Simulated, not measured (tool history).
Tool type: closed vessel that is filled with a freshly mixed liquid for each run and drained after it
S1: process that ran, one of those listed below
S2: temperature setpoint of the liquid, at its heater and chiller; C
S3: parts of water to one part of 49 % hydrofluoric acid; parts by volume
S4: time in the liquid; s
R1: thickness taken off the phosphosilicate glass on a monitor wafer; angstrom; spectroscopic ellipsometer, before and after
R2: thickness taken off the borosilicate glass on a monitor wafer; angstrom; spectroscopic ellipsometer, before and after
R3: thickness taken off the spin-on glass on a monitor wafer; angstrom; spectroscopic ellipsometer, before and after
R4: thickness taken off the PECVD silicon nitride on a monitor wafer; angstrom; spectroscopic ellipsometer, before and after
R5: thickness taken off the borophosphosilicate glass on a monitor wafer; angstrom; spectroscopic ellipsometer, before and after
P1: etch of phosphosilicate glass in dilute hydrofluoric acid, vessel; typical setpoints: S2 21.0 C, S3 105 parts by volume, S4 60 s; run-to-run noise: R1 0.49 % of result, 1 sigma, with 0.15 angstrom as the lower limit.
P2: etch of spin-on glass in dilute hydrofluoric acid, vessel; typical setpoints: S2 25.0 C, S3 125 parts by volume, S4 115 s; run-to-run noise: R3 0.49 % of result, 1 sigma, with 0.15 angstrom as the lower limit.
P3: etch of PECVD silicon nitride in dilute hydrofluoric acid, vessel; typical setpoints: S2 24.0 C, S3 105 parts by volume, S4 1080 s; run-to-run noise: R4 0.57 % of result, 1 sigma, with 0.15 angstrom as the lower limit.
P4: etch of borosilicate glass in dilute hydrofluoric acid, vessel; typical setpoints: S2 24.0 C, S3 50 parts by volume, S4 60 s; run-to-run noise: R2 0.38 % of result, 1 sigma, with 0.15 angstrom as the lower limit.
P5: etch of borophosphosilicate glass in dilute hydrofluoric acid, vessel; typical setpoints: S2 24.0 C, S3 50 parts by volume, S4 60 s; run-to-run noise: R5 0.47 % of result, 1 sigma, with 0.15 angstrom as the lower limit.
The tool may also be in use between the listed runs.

Run 1, hour 13.3: S1 P1, S2 21.0 C, S3 105 parts by volume, S4 60 s. Result: R1 604.13 angstrom.
Run 2, hour 20.4: S1 P4, S2 24.0 C, S3 50 parts by volume, S4 30 s. Result: R2 265.97 angstrom.
Run 3, hour 32.0: S1 P1, S2 21.0 C, S3 105 parts by volume, S4 60 s. Result: R1 602.22 angstrom.
At hour 35.3: hydrofluoric acid flow meter replaced.
Run 4, hour 43.1: S1 P4, S2 24.0 C, S3 20 parts by volume, S4 60 s. Result: R2 1391.80 angstrom.
Run 5, hour 50.3: S1 P4, S2 24.0 C, S3 50 parts by volume, S4 60 s. Result: R2 536.48 angstrom.
Run 6, hour 60.4: S1 P2, S2 28.5 C, S3 125 parts by volume, S4 115 s. Result: R3 635.23 angstrom.
Run 7, hour 70.7: S1 P1, S2 21.0 C, S3 105 parts by volume, S4 30 s. Result: R1 302.68 angstrom.
Run 8, hour 84.7: S1 P3, S2 24.0 C, S3 160 parts by volume, S4 1080 s. Result: R4 161.54 angstrom.
Run 9, hour 94.8: S1 P5, S2 24.0 C, S3 75 parts by volume, S4 60 s. Result: R5 313.30 angstrom.
Run 10, hour 106.3: S1 P5, S2 24.0 C, S3 50 parts by volume, S4 60 s. Result: R5 482.57 angstrom.
Run 11, hour 115.2: S1 P5, S2 24.0 C, S3 50 parts by volume, S4 30 s. Result: R5 241.12 angstrom.
Run 12, hour 129.0: S1 P1, S2 21.0 C, S3 105 parts by volume, S4 60 s. Result: R1 611.67 angstrom.
Run 13, hour 138.9: S1 P1, S2 21.0 C, S3 105 parts by volume, S4 60 s. Result: R1 607.04 angstrom.
Run 14, hour 149.8: S1 P2, S2 25.0 C, S3 190 parts by volume, S4 115 s. Result: R3 335.88 angstrom.
Run 15, hour 163.3: S1 P1, S2 26.5 C, S3 105 parts by volume, S4 60 s. Result: R1 757.25 angstrom.
Run 16, hour 177.0: S1 P1, S2 17.0 C, S3 105 parts by volume, S4 60 s. Result: R1 515.36 angstrom.
Run 17, hour 187.0: S1 P3, S2 24.0 C, S3 105 parts by volume, S4 1080 s. Result: R4 239.55 angstrom.
Run 18, hour 196.0: S1 P3, S2 31.0 C, S3 105 parts by volume, S4 1080 s. Result: R4 375.37 angstrom.
Run 19, hour 202.3: S1 P1, S2 21.0 C, S3 60 parts by volume, S4 105 s. Result: R1 1966.90 angstrom.
Run 20, hour 209.7: S1 P1, S2 21.0 C, S3 25 parts by volume, S4 60 s. Result: R1 2804.30 angstrom.
Run 21, hour 221.1: S1 P4, S2 24.0 C, S3 50 parts by volume, S4 60 s. Result: R2 533.94 angstrom.
Run 22, hour 229.9: S1 P4, S2 29.0 C, S3 50 parts by volume, S4 60 s. Result: R2 654.94 angstrom.
Run 23, hour 238.2: S1 P2, S2 25.0 C, S3 125 parts by volume, S4 195 s. Result: R3 936.53 angstrom.
Run 24, hour 250.5: S1 P1, S2 21.0 C, S3 105 parts by volume, S4 110 s. Result: R1 1111.10 angstrom.
Run 25, hour 262.3: S1 P1, S2 21.0 C, S3 105 parts by volume, S4 60 s. Result: R1 603.42 angstrom.
Run 26, hour 273.4: S1 P3, S2 24.0 C, S3 105 parts by volume, S4 1605 s. Result: R4 359.19 angstrom.
Run 27, hour 283.4: S1 P1, S2 21.0 C, S3 160 parts by volume, S4 60 s. Result: R1 372.68 angstrom.
Run 28, hour 295.6: S1 P5, S2 17.5 C, S3 50 parts by volume, S4 60 s. Result: R5 368.20 angstrom.
Run 29, hour 304.4: S1 P2, S2 25.0 C, S3 125 parts by volume, S4 115 s. Result: R3 555.05 angstrom.
Run 30, hour 310.9: S1 P1, S2 21.0 C, S3 105 parts by volume, S4 60 s. Result: R1 607.27 angstrom.
Run 31, hour 322.9: S1 P1, S2 21.0 C, S3 105 parts by volume, S4 60 s. Result: R1 590.68 angstrom.
Run 32, hour 332.0: S1 P1, S2 21.0 C, S3 105 parts by volume, S4 60 s. Result: R1 578.65 angstrom.
Run 33, hour 338.0: S1 P1, S2 21.0 C, S3 105 parts by volume, S4 60 s. Result: R1 580.70 angstrom.
Run 34, hour 347.3: S1 P1, S2 21.0 C, S3 105 parts by volume, S4 60 s. Result: R1 575.17 angstrom.
Run 35, hour 355.4: S1 P1, S2 21.0 C, S3 105 parts by volume, S4 60 s. Result: R1 561.86 angstrom.
Run 36, hour 364.4: S1 P1, S2 21.0 C, S3 105 parts by volume, S4 60 s. Result: R1 566.41 angstrom.
Run 37, hour 375.6: S1 P1, S2 21.0 C, S3 105 parts by volume, S4 60 s. Result: R1 559.37 angstrom.
Run 38, hour 381.8: S1 P1, S2 21.0 C, S3 105 parts by volume, S4 60 s. Result: R1 564.48 angstrom.
Run 39, hour 390.0: S1 P1, S2 21.0 C, S3 105 parts by volume, S4 60 s. Result: R1 562.99 angstrom.
Run 40, hour 396.9: S1 P1, S2 21.0 C, S3 105 parts by volume, S4 60 s. Result: R1 562.27 angstrom.
Run 41, hour 404.9: S1 P1, S2 21.0 C, S3 105 parts by volume, S4 60 s. Result: R1 560.24 angstrom.

P1 no longer gives what it gave before; its output has crept away from where it was. The following 2 causes, each at its listed size, fit the log equally well:
A: hydrofluoric acid flow below the setpoint (%) = 6.41
B: liquid colder than its thermometer reads (K) = 1.82
Onset of the creep was near hour 310.9.

The check runs listed below each take one wafer, and their results are still question marks. Under which run would the listed causes lead to clearly different results?
Run check 1, hour 412.9: S1 P5, S2 24.0 C, S3 50 parts by volume, S4 60 s. Result: R5 ?.
Run check 2, hour 412.9: S1 P4, S2 24.0 C, S3 50 parts by volume, S4 60 s. Result: R2 ?.
Run check 3, hour 412.9: S1 P2, S2 25.0 C, S3 125 parts by volume, S4 115 s. Result: R3 ?.
Run check 4, hour 412.9: S1 P3, S2 24.0 C, S3 105 parts by volume, S4 1080 s. Result: R4 ?.

Predicted outcomes, by check and by cause:
  check  result    if A    if B
check 1      R5  451.03  448.89
check 2      R2  497.36  495.00
check 3      R3  511.66  514.63
check 4      R4  225.80  213.68
Distance between the nearest two causes, measured in the result of the check that separates them most: check 1 0.48 %; check 2 0.48 %; check 3 0.58 %; check 4 5.52 %
Only check 4 tells the causes apart: in the others they would give nearly the same result.

Check 4 was carried out, with these results: R4 226.58 angstrom. Which of the listed causes is responsible?

A is the cause: hydrofluoric acid flow below the setpoint (%).
